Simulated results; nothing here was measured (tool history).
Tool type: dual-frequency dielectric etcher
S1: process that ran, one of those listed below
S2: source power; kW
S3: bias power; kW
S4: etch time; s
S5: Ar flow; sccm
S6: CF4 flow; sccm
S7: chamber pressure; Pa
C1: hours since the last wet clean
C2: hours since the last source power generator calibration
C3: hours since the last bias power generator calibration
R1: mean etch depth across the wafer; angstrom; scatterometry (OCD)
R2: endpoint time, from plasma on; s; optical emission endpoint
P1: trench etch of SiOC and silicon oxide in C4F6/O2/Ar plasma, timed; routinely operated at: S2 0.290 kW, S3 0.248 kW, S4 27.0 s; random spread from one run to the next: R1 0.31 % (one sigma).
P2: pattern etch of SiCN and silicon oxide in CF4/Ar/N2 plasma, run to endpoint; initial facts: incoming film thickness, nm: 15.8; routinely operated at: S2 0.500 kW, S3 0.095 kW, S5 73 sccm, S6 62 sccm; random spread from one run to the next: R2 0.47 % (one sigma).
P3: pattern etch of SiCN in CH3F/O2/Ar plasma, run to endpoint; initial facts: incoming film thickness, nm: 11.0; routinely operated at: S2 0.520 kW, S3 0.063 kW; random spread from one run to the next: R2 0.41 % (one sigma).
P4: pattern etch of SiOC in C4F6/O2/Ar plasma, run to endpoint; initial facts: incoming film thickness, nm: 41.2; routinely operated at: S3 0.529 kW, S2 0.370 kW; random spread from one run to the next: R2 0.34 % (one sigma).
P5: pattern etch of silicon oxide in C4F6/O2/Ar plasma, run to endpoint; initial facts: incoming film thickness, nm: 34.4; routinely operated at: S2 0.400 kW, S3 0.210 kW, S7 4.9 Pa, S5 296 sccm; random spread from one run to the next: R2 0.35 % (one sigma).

run	day	S1	S2	S3	S4	S5	S6	S7	C1	C2	C3	R1	R2
1	0.508	P1	0.290	0.248	27.0				98.4	2027.0	1663.0	525.89	
2	1.075	P2	0.500	0.095		73	38		112.0	2040.6	1676.6		16.3670
3	1.342	P1	0.290	0.248	27.0				118.4	2047.0	1683.0	523.05	
4	1.621	P1	0.350	0.248	27.0				125.1	2053.7	1689.7	563.46	
5	1.921	P5	0.400	0.210		296		4.9	132.3	2060.9	1696.9		10.8170
6	2.396	P4	0.370	0.709					143.7	2072.3	1708.3		13.0620
7	2.988	P1	0.390	0.301	27.0				157.9	2086.5	1722.5	631.89	
8	3.350	P1	0.290	0.158	27.0				166.6	2095.2	1731.2	456.60	
9	3.729	P3	0.520	0.050					175.7	2104.3	1740.3		29.5220
10	4.033	P5	0.400	0.210		410		4.9	183.0	2111.6	1747.6		11.2760
11	4.371	P1	0.290	0.248	15.5				191.1	2119.7	1755.7	302.90	
12	4.988	P1	0.290	0.310	27.0				205.9	2134.5	1770.5	566.79	
13	5.496	P5	0.400	0.210		296		6.8	218.1	2146.7	1782.7		11.1940
14	5.871	P5	0.520	0.210		296		4.9	227.1	2155.7	1791.7		9.7645
# day 6.167: source power generator calibrated
15	6.350	P4	0.500	0.529					238.6	4.4	1803.2		13.1510
16	6.729	P2	0.500	0.095		73	62		247.7	13.5	1812.3		15.3900
17	7.112	P1	0.290	0.248	27.0				256.9	22.7	1821.5	525.65	
18	7.608	P4	0.370	0.529					268.8	34.6	1833.4		14.6670
19	7.900	P1	0.290	0.248	27.0				275.8	41.6	1840.4	529.53	
20	8.229	P3	0.520	0.063					283.7	49.5	1848.3		27.3500
# day 8.596: bias power generator calibrated
21	8.704	P5	0.400	0.161		296		4.9	295.1	60.9	2.6		11.8070
22	9.104	P4	0.370	0.529					304.7	70.5	12.2		14.6180
23	9.375	P1	0.290	0.248	27.0				311.2	77.0	18.7	526.38	
24	9.775	P2	0.500	0.064		73	62		320.8	86.6	28.3		17.3920
25	10.075	P1	0.290	0.248	27.0				328.0	93.8	35.5	526.39	
26	10.571	P2	0.330	0.095		73	62		339.9	105.7	47.4		21.8840
27	10.875	P2	0.500	0.095		45	62		347.2	113.0	54.7		14.4810
28	11.442	P1	0.200	0.248	27.0				360.8	126.6	68.3	455.40	
29	11.708	P1	0.290	0.248	35.0				367.2	133.0	74.7	681.18	
30	12.175	P3	0.660	0.063					378.4	144.2	85.9		25.1660
31	12.550	P1	0.290	0.248	27.0				387.4	153.2	94.9	525.61	
32	12.871	P1	0.290	0.248	27.0				395.1	160.9	102.6	524.94	
33	13.333	P1	0.290	0.248	27.0				406.2	172.0	113.7	522.09	
34	13.721	P1	0.290	0.248	27.0				415.5	181.3	123.0	520.84	
# day 14.096: wet clean of the chamber
35	14.171	P1	0.290	0.248	27.0				1.8	192.1	133.8	522.05	
36	14.688	P1	0.290	0.248	27.0				14.2	204.5	146.2	519.36	
37	15.092	P1	0.290	0.248	27.0				23.9	214.2	155.9	518.58	
38	15.667	P1	0.290	0.248	27.0				37.7	228.0	169.7	518.48	
39	16.158	P1	0.290	0.248	27.0				49.5	239.8	181.5	519.90	

What P1 gives has crept away from where it was. These 2 causes fit the log equally well, each at the size given:
A: bias power that arrives under what is set, % = 4.46
B: source power that arrives under what is set, % = 4.04
Creep in the process output first set in at about day 12.550.
Ruled out, with reasons:
chamber walls in a state that lowers the etch rate, %: serviced after onset, at day 14.096, with no recovery of the prior output

Below are 4 check runs, each averaged over 3 wafers, with their results shown as question marks. Which of them would give clearly different results depending on which cause is behind the drift?
check 1	16.650	P2	0.500	0.095		73	62						?
check 2	16.650	P5	0.400	0.210		296		4.9					?
check 3	16.650	P3	0.520	0.063									?
check 4	16.650	P4	0.370	0.529									?

If the cause were each of the candidates in turn, the checks would give the following:
check	result	if A	if B
check 1	R2	15.5120	15.8350
check 2	R2	10.9900	11.0020
check 3	R2	27.9200	27.9340
check 4	R2	14.9160	14.8860
Per check, the gap between the least separated pair of causes, taken in the result that splits them most: check 1 2.06 %; check 2 0.11 %; check 3 0.05 %; check 4 0.2 %
Only check 1 tells the causes apart: in the others they would give nearly the same result.

The results of check 1 are: R2 15.4810 s. Based on these, which of the listed causes is it?

The correct cause is A, namely: bias power that arrives under what is set, %.
